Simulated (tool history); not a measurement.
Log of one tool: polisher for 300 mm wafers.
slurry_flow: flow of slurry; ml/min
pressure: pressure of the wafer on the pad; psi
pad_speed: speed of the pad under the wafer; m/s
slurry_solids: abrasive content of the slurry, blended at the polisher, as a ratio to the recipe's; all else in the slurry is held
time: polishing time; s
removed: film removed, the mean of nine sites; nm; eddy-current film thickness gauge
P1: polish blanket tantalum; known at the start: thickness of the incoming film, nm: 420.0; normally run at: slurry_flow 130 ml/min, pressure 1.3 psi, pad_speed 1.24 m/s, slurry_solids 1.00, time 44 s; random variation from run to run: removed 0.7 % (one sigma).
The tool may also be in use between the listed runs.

run    day  slurry_flow  pressure  pad_speed  slurry_solids  time  wafers polished on this pad  hours since the slurry nozzle was cleaned  hours since the head pressure was calibrated  hours since the slurry blender was calibrated  removed
  1  0.267          130       1.3       1.24           1.00    44                          217                                      136.9                                         288.9                                           93.9   67.730
  2  0.467          130       1.7       1.24           1.00    44                          274                                      141.7                                         293.7                                           98.7   89.899
  3  0.725          130       1.3       1.24           1.00    33                          349                                      147.9                                         299.9                                          104.9   50.982
  4  1.017          130       1.3       1.24           1.00    44                          432                                      154.9                                         306.9                                          111.9   67.648
  5  1.188          130       1.3       1.90           1.00    44                          481                                      159.0                                         311.0                                          116.0  104.610
  6  1.429          130       1.6       1.24           1.00    60                          551                                      164.8                                         316.8                                          121.8  114.670
  7  1.767          195       1.3       1.24           1.00    44                          648                                      172.9                                         324.9                                          129.9   72.775
  8  2.071          130       1.3       1.24           1.00    44                          735                                      180.2                                         332.2                                          137.2   68.174
  9  2.321          130       1.3       1.24           1.00    66                          807                                      186.2                                         338.2                                          143.2  101.760
 10  2.562           80       1.3       1.24           1.00    44                          876                                      192.0                                         344.0                                          149.0   60.470
 11  2.900          130       1.3       1.24           1.25    44                          973                                      200.1                                         352.1                                          157.1   71.553
 12  3.129          130       1.3       1.24           1.00    44                         1039                                      205.6                                         357.6                                          162.6   68.104
     3.158  -- slurry blender recalibrated
 13  3.346          130       1.3       1.24           1.00    44                         1101                                      210.8                                         362.8                                            4.6   68.435
 14  3.521          130       1.3       0.56           1.00    44                         1152                                      215.0                                         367.0                                            8.8   30.828
 15  3.750          130       1.3       1.24           0.55    44                         1218                                      220.5                                         372.5                                           14.3   55.195
 16  3.933          130       0.6       1.24           1.00    44                         1270                                      224.9                                         376.9                                           18.7   31.646
 17  4.212          130       1.3       1.24           1.00    44                         1350                                      231.6                                         383.6                                           25.4   67.810
 18  4.429          130       1.3       1.24           1.00    44                         1413                                      236.8                                         388.8                                           30.6   68.513
 19  4.758          130       1.3       1.24           1.00    44                         1507                                      244.7                                         396.7                                           38.5   64.654
 20  5.017          130       1.3       1.24           1.00    44                         1581                                      250.9                                         402.9                                           44.7   64.696
 21  5.192          130       1.3       1.24           1.00    44                         1632                                      255.1                                         407.1                                           48.9   63.139
 22  5.500          130       1.3       1.24           1.00    44                         1720                                      262.5                                         414.5                                           56.3   63.089

The next listed run, before its measurement:
 23  5.667          130       1.3       1.24           1.00    44                         1768                                      266.5                                         418.5                                           60.3        ?

removed: 61.842 nm

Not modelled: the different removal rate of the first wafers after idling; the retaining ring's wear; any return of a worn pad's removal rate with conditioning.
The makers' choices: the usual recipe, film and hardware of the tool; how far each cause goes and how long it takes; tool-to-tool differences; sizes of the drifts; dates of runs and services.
